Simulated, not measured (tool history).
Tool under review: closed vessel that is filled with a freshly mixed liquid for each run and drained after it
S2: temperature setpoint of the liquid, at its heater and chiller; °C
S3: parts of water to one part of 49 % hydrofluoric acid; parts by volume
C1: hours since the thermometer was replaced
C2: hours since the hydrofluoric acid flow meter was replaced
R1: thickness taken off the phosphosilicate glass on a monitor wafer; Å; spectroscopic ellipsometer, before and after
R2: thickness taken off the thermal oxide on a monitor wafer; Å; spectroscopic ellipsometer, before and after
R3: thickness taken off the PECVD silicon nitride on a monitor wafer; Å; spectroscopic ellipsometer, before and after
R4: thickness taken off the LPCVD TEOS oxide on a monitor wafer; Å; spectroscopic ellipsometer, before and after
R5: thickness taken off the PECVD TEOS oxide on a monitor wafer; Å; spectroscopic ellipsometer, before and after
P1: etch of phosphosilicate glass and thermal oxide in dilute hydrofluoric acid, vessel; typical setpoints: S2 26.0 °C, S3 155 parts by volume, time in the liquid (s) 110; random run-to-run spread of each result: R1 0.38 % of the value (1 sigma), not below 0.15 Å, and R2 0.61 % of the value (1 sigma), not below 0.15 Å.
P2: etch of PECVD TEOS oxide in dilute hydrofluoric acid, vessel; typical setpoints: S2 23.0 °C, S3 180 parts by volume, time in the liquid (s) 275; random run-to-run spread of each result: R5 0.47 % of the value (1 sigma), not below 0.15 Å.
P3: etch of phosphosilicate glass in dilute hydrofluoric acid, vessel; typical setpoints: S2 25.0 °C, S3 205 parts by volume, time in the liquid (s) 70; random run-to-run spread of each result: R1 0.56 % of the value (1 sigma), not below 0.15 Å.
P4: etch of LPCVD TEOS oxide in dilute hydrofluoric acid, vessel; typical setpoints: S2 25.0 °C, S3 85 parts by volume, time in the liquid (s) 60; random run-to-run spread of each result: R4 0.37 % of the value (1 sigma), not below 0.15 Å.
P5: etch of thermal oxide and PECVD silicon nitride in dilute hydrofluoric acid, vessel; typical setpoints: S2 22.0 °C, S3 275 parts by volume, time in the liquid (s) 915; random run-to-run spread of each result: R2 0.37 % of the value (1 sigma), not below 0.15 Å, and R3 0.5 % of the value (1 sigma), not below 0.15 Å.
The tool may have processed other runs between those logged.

run 1 hour=3.9 | process_that_ran=P1 S2=26.0 S3=155 time_in_the_liquid_(s)=110 | C1=141.1 C2=534.2 | R1=450.85 R2=33.2000
run 2 hour=5.8 | process_that_ran=P5 S2=30.0 S3=275 time_in_the_liquid_(s)=915 | C1=143.0 C2=536.1 | R2=160.4500 R3=80.009
run 3 hour=8.1 | process_that_ran=P4 S2=25.0 S3=145 time_in_the_liquid_(s)=60 | C1=145.3 C2=538.4 | R4=154.04
run 4 hour=12.2 | process_that_ran=P1 S2=26.0 S3=155 time_in_the_liquid_(s)=30 | C1=149.4 C2=542.5 | R1=122.30 R2=9.1213
run 5 hour=14.6 | process_that_ran=P1 S2=26.0 S3=155 time_in_the_liquid_(s)=110 | C1=151.8 C2=544.9 | R1=447.93 R2=33.1220
run 6 hour=16.5 | process_that_ran=P3 S2=17.0 S3=205 time_in_the_liquid_(s)=70 | C1=153.7 C2=546.8 | R1=378.97
run 7 hour=19.4 | process_that_ran=P5 S2=22.0 S3=160 time_in_the_liquid_(s)=915 | C1=156.6 C2=549.7 | R2=235.7100 R3=84.384
run 8 hour=22.6 | process_that_ran=P5 S2=22.0 S3=275 time_in_the_liquid_(s)=915 | C1=159.8 C2=552.9 | R2=121.5800 R3=48.757
run 9 hour=25.1 | process_that_ran=P1 S2=31.5 S3=155 time_in_the_liquid_(s)=110 | C1=162.3 C2=555.4 | R1=550.29 R2=40.3340
run 10 hour=28.5 | process_that_ran=P5 S2=22.0 S3=275 time_in_the_liquid_(s)=915 | C1=165.7 C2=558.8 | R2=121.9100 R3=49.446
run 11 hour=32.2 | process_that_ran=P1 S2=31.5 S3=155 time_in_the_liquid_(s)=205 | C1=169.4 C2=562.5 | R1=1022.60 R2=75.9310
run 12 hour=35.0 | process_that_ran=P1 S2=26.0 S3=285 time_in_the_liquid_(s)=110 | C1=172.2 C2=565.3 | R1=213.25 R2=15.7350
run 13 hour=38.0 | process_that_ran=P1 S2=26.0 S3=155 time_in_the_liquid_(s)=110 | C1=175.2 C2=568.3 | R1=445.38 R2=32.7170
run 14 hour=40.2 | process_that_ran=P2 S2=23.0 S3=55 time_in_the_liquid_(s)=275 | C1=177.4 C2=570.5 | R5=442.520
run 15 hour=43.5 | process_that_ran=P2 S2=23.0 S3=180 time_in_the_liquid_(s)=30 | C1=180.7 C2=573.8 | R5=12.651
run 16 hour=46.7 | process_that_ran=P1 S2=26.0 S3=155 time_in_the_liquid_(s)=220 | C1=183.9 C2=577.0 | R1=895.42 R2=65.8830
run 17 hour=50.0 | process_that_ran=P2 S2=17.0 S3=180 time_in_the_liquid_(s)=275 | C1=187.2 C2=580.3 | R5=91.712
run 18 hour=53.1 | process_that_ran=P4 S2=25.0 S3=85 time_in_the_liquid_(s)=60 | C1=190.3 C2=583.4 | R4=285.09
run 19 hour=56.7 | process_that_ran=P5 S2=22.0 S3=275 time_in_the_liquid_(s)=1650 | C1=193.9 C2=587.0 | R2=220.3000 R3=88.894
run 20 hour=59.1 | process_that_ran=P3 S2=25.0 S3=205 time_in_the_liquid_(s)=70 | C1=196.3 C2=589.4 | R1=511.98
run 21 hour=62.4 | process_that_ran=P3 S2=25.0 S3=205 time_in_the_liquid_(s)=105 | C1=199.6 C2=592.7 | R1=765.30
run 22 hour=66.4 | process_that_ran=P1 S2=26.0 S3=155 time_in_the_liquid_(s)=110 | C1=203.6 C2=596.7 | R1=447.13 R2=32.9180
run 23 hour=68.4 | process_that_ran=P1 S2=20.0 S3=155 time_in_the_liquid_(s)=110 | C1=205.6 C2=598.7 | R1=357.01 R2=26.1010
run 24 hour=72.5 | process_that_ran=P1 S2=26.0 S3=155 time_in_the_liquid_(s)=110 | C1=209.7 C2=602.8 | R1=449.89 R2=33.1310
run 25 hour=75.1 | process_that_ran=P3 S2=25.0 S3=50 time_in_the_liquid_(s)=70 | C1=212.3 C2=605.4 | R1=2509.40
run 26 hour=77.8 | process_that_ran=P1 S2=26.0 S3=30 time_in_the_liquid_(s)=110 | C1=215.0 C2=608.1 | R1=2737.30 R2=203.2100
run 27 hour=80.0 | process_that_ran=P1 S2=26.0 S3=70 time_in_the_liquid_(s)=30 | C1=217.2 C2=610.3 | R1=302.56 R2=22.4720
run 28 hour=83.5 | process_that_ran=P1 S2=26.0 S3=155 time_in_the_liquid_(s)=110 | C1=220.7 C2=613.8 | R1=451.29 R2=33.4500
run 29 hour=86.2 | process_that_ran=P4 S2=25.0 S3=85 time_in_the_liquid_(s)=120 | C1=223.4 C2=616.5 | R4=569.63
run 30 hour=88.2 | process_that_ran=P2 S2=23.0 S3=180 time_in_the_liquid_(s)=275 | C1=225.4 C2=618.5 | R5=115.570
run 31 hour=90.6 | process_that_ran=P4 S2=18.0 S3=85 time_in_the_liquid_(s)=60 | C1=227.8 C2=620.9 | R4=213.82
run 32 hour=93.4 | process_that_ran=P1 S2=26.0 S3=155 time_in_the_liquid_(s)=110 | C1=230.6 C2=623.7 | R1=452.19 R2=32.8600
run 33 hour=97.2 | process_that_ran=P1 S2=26.0 S3=155 time_in_the_liquid_(s)=110 | C1=234.4 C2=627.5 | R1=435.32 R2=32.2720
run 34 hour=101.4 | process_that_ran=P1 S2=26.0 S3=155 time_in_the_liquid_(s)=110 | C1=238.6 C2=631.7 | R1=430.47 R2=31.9630
run 35 hour=105.3 | process_that_ran=P1 S2=26.0 S3=155 time_in_the_liquid_(s)=110 | C1=242.5 C2=635.6 | R1=425.16 R2=31.9800
run 36 hour=108.5 | process_that_ran=P1 S2=26.0 S3=155 time_in_the_liquid_(s)=110 | C1=245.7 C2=638.8 | R1=425.12 R2=31.5210
run 37 hour=111.5 | process_that_ran=P1 S2=26.0 S3=155 time_in_the_liquid_(s)=110 | C1=248.7 C2=641.8 | R1=420.74 R2=31.2590
run 38 hour=114.6 | process_that_ran=P1 S2=26.0 S3=155 time_in_the_liquid_(s)=110 | C1=251.8 C2=644.9 | R1=423.38 R2=31.1440
run 39 hour=116.5 | process_that_ran=P1 S2=26.0 S3=155 time_in_the_liquid_(s)=110 | C1=253.7 C2=646.8 | R1=421.19 R2=31.1330
run 40 hour=119.3 | process_that_ran=P1 S2=26.0 S3=155 time_in_the_liquid_(s)=110 | C1=256.5 C2=649.6 | R1=422.17 R2=30.9110
run 41 hour=122.2 | process_that_ran=P1 S2=26.0 S3=155 time_in_the_liquid_(s)=110 | C1=259.4 C2=652.5 | R1=420.34 R2=31.2660

Something has made what P1 gives creep away from where it was; the 2 causes below, each at its own stated size, fit the log equally well:
A: liquid colder than its thermometer reads (K) = 1.77
B: hydrofluoric acid flow below the setpoint (%) = 5.43
The gradual shift began around hour 93.4.

Which of the 4 check runs listed below separates the causes, so that each cause would produce a clearly different result? Each run uses one wafer, and its results are marked with question marks.
run check 1 hour=125.1 | process_that_ran=P3 S2=25.0 S3=205 time_in_the_liquid_(s)=70 | R1=?
run check 2 hour=125.1 | process_that_ran=P4 S2=25.0 S3=85 time_in_the_liquid_(s)=60 | R4=?
run check 3 hour=125.1 | process_that_ran=P5 S2=22.0 S3=275 time_in_the_liquid_(s)=915 | R2=? R3=?
run check 4 hour=125.1 | process_that_ran=P2 S2=23.0 S3=180 time_in_the_liquid_(s)=275 | R5=?

If the cause were each of the candidates in turn, the checks would give the following:
check=check_1 result=R1 if_A=480.41 if_B=478.73
check=check_2 result=R4 if_A=264.84 if_B=267.16
check=check_3 result=R2 if_A=114.0800 if_B=113.3800
check=check_3 result=R3 if_A=44.088 if_B=46.694
check=check_4 result=R5 if_A=108.360 if_B=108.440
Gap, in per cent, between the two causes that each check separates least, read from the result that separates them most: check 1 0.35 %; check 2 0.88 %; check 3 5.74 %; check 4 0.07 %
Only check 3 tells the causes apart: in the others they would give nearly the same result.

With check 3 done, the readings were: R2 113.5600 Å; R3 46.761 Å. Identify which of the listed causes applies.

B is the cause: hydrofluoric acid flow below the setpoint (%).
